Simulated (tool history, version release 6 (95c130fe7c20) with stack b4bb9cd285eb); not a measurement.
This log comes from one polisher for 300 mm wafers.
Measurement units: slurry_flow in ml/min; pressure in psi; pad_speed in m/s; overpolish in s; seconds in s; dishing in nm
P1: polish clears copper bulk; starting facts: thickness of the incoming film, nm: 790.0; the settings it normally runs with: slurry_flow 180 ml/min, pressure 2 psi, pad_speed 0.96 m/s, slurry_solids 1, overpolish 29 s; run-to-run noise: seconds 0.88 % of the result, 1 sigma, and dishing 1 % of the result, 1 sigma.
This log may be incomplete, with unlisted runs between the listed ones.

| run | day | slurry_flow | pressure | pad_speed | slurry_solids | overpolish | wafers polished on this pad | hours since the slurry nozzle was cleaned | hours since the head pressure was calibrated | hours since the slurry blender was calibrated | seconds | dishing |
|---|---|---|---|---|---|---|---|---|---|---|---|---|
| 1 | 0.504 | 180 | 2 | 0.96 | 1 | 29 | 509 | 472.7 | 605.9 | 203.5 | 138.87 | 75.556 |
| 2 | 1.096 | 180 | 2 | 0.96 | 1 | 29 | 646 | 486.9 | 620.1 | 217.7 | 138.76 | 74.356 |
| 3 | 1.492 | 110 | 2 | 0.96 | 1 | 29 | 738 | 496.4 | 629.6 | 227.2 | 154.35 | 70.857 |
| 4 | 1.892 | 235 | 2.7 | 0.96 | 1 | 29 | 831 | 506 | 639.2 | 236.8 | 100.43 | 93.702 |
| 5 | 2.267 | 180 | 2 | 1.42 | 1.3 | 29 | 918 | 515 | 648.2 | 245.8 | 89.567 | 89.373 |
| 6 | 2.712 | 180 | 2 | 0.96 | 0.55 | 29 | 1022 | 525.7 | 658.9 | 256.5 | 159.93 | 69.202 |
| 7 | 3.262 | 180 | 2 | 0.96 | 1 | 9 | 1149 | 538.9 | 672.1 | 269.7 | 138.48 | 32.981 |
| 8 | 3.712 | 180 | 2 | 0.96 | 1 | 29 | 1254 | 549.7 | 682.9 | 280.5 | 139.85 | 75.215 |
| 9 | 4.142 | 180 | 2 | 0.44 | 1 | 29 | 1353 | 560 | 693.2 | 290.8 | 303.52 | 45.552 |
| 10 | 4.471 | 180 | 2 | 1.36 | 1 | 29 | 1430 | 567.9 | 701.1 | 298.7 | 99.993 | 86.582 |
| 11 | 5.15 | 180 | 2 | 0.96 | 1 | 29 | 1587 | 584.2 | 717.4 | 315 | 139.71 | 75.21 |
| 12 | 5.471 | 180 | 1.2 | 0.96 | 1 | 29 | 1662 | 591.9 | 725.1 | 322.7 | 230.4 | 49.833 |
| 13 | 5.879 | 180 | 2 | 0.96 | 1.2 | 56 | 1757 | 601.7 | 734.9 | 332.5 | 134.61 | 96.824 |
| 14 | 6.204 | 180 | 2 | 0.96 | 1 | 50 | 1832 | 609.5 | 742.7 | 340.3 | 139.15 | 93.474 |
| 15 | 6.633 | 180 | 3.1 | 0.96 | 1 | 29 | 1932 | 619.8 | 753 | 350.6 | 89.562 | 101.26 |
| 16 | 7.183 | 180 | 2 | 0.96 | 1 | 29 | 2059 | 633 | 766.2 | 363.8 | 138.71 | 73.368 |
| 17 | 7.767 | 180 | 2 | 0.96 | 1 | 29 | 2195 | 647 | 780.2 | 377.8 | 138.27 | 74.946 |
| 18 | 8.2 | 180 | 2 | 0.96 | 1.5 | 29 | 2295 | 657.4 | 790.6 | 388.2 | 126.73 | 76.939 |

What will run 19 give?
| 19 | 8.888 | 280 | 2 | 0.96 | 1 | 29 | 2455 | 673.9 | 807.1 | 404.7 | ? | ? |

For run 19 the tool returned seconds 134.02 s, dishing 76.419 nm.
